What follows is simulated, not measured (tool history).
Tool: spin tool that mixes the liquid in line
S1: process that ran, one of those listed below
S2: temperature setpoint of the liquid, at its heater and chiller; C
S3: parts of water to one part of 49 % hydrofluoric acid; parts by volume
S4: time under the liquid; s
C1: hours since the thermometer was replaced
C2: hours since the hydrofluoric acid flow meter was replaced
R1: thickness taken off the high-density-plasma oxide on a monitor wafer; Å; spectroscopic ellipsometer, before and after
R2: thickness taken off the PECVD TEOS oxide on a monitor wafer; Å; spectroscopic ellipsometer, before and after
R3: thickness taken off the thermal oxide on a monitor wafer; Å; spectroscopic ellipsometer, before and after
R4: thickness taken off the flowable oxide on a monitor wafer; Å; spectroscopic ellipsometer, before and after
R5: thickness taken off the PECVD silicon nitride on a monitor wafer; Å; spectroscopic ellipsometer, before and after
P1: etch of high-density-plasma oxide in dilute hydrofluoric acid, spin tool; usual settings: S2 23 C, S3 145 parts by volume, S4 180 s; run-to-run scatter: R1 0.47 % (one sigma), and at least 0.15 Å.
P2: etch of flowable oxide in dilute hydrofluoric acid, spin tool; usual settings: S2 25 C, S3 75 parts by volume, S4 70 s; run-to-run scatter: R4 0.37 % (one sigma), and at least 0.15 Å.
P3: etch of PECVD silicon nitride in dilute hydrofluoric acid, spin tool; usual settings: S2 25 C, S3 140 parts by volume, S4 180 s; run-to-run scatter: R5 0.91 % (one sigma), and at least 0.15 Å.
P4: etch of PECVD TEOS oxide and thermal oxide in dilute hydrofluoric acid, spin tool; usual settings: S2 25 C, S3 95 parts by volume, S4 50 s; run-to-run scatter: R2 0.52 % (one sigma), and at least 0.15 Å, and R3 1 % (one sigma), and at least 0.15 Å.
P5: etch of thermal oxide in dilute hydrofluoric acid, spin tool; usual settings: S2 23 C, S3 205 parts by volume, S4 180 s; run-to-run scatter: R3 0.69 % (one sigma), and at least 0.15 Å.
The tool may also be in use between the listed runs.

{"run": 1, "hour": 14.3, "S1": "P1", "S2": 23, "S3": 145, "S4": 180, "C1": 1312.5, "C2": 1274.2, "R1": 68.793}
{"run": 2, "hour": 22.7, "S1": "P4", "S2": 32.5, "S3": 95, "S4": 50, "C1": 1320.9, "C2": 1282.6, "R2": 163.64, "R3": 32.79}
{"run": 3, "hour": 29.9, "S1": "P1", "S2": 23, "S3": 145, "S4": 180, "C1": 1328.1, "C2": 1289.8, "R1": 68.903}
{"run": 4, "hour": 40.3, "S1": "P1", "S2": 23, "S3": 145, "S4": 180, "C1": 1338.5, "C2": 1300.2, "R1": 68.686}
{"run": 5, "hour": 51.5, "S1": "P2", "S2": 25, "S3": 75, "S4": 70, "C1": 1349.7, "C2": 1311.4, "R4": 450.99}
{"run": 6, "hour": 62.8, "S1": "P2", "S2": 32.5, "S3": 75, "S4": 70, "C1": 1361, "C2": 1322.7, "R4": 606.37}
{"run": 7, "hour": 72.2, "S1": "P4", "S2": 25, "S3": 95, "S4": 15, "C1": 1370.4, "C2": 1332.1, "R2": 36.836, "R3": 7.5825}
{"run": 8, "hour": 83.5, "S1": "P4", "S2": 25, "S3": 35, "S4": 50, "C1": 1381.7, "C2": 1343.4, "R2": 361.84, "R3": 75.354}
{"run": 9, "hour": 89.9, "S1": "P1", "S2": 23, "S3": 145, "S4": 180, "C1": 1388.1, "C2": 1349.8, "R1": 69.206}
{"run": 10, "hour": 102.2, "S1": "P1", "S2": 23, "S3": 145, "S4": 70, "C1": 1400.4, "C2": 1362.1, "R1": 26.934}
{"run": 11, "hour": 110.7, "S1": "P5", "S2": 31.5, "S3": 205, "S4": 180, "C1": 1408.9, "C2": 1370.6, "R3": 47.425}
{"run": 12, "hour": 124.5, "S1": "P3", "S2": 25, "S3": 235, "S4": 180, "C1": 1422.7, "C2": 1384.4, "R5": 17.535}
{"run": 13, "hour": 133.9, "S1": "P1", "S2": 30, "S3": 145, "S4": 180, "C1": 1432.1, "C2": 1393.8, "R1": 89.992}
{"run": 14, "hour": 145.6, "S1": "P1", "S2": 23, "S3": 45, "S4": 65, "C1": 1443.8, "C2": 1405.5, "R1": 90.303}
{"run": 15, "hour": 153.6, "S1": "P4", "S2": 25, "S3": 95, "S4": 50, "C1": 1451.8, "C2": 1413.5, "R2": 122.67, "R3": 24.61}
{"run": 16, "hour": 167.7, "S1": "P1", "S2": 17, "S3": 145, "S4": 30, "C1": 1465.9, "C2": 1427.6, "R1": 8.9597}
{"run": 17, "hour": 181.5, "S1": "P5", "S2": 23, "S3": 205, "S4": 180, "C1": 1479.7, "C2": 1441.4, "R3": 35.091}
{"run": 18, "hour": 188.6, "S1": "P3", "S2": 19.5, "S3": 140, "S4": 180, "C1": 1486.8, "C2": 1448.5, "R5": 20.516}
{"run": 19, "hour": 202.4, "S1": "P3", "S2": 25, "S3": 140, "S4": 85, "C1": 1500.6, "C2": 1462.3, "R5": 14.002}
{"run": 20, "hour": 211.3, "S1": "P2", "S2": 25, "S3": 115, "S4": 70, "C1": 1509.5, "C2": 1471.2, "R4": 279.34}
{"run": 21, "hour": 219.3, "S1": "P5", "S2": 23, "S3": 80, "S4": 180, "C1": 1517.5, "C2": 1479.2, "R3": 103.39}
{"run": 22, "hour": 226.0, "S1": "P1", "S2": 17, "S3": 145, "S4": 180, "C1": 1524.2, "C2": 1485.9, "R1": 54.007}
{"run": 23, "hour": 235.7, "S1": "P2", "S2": 25, "S3": 75, "S4": 15, "C1": 1533.9, "C2": 1495.6, "R4": 97.276}
{"hour": 245.4, "done": "thermometer replaced"}
{"run": 24, "hour": 249.1, "S1": "P1", "S2": 23, "S3": 90, "S4": 180, "C1": 3.8, "C2": 1509, "R1": 118.65}
{"run": 25, "hour": 255.7, "S1": "P3", "S2": 25, "S3": 140, "S4": 180, "C1": 10.4, "C2": 1515.6, "R5": 29.791}

Forecast run 26:
{"run": 26, "hour": 269.1, "S1": "P1", "S2": 23, "S3": 240, "S4": 180, "C1": 23.8, "C2": 1529, "R1": "?"}

R1: 37.231 Å
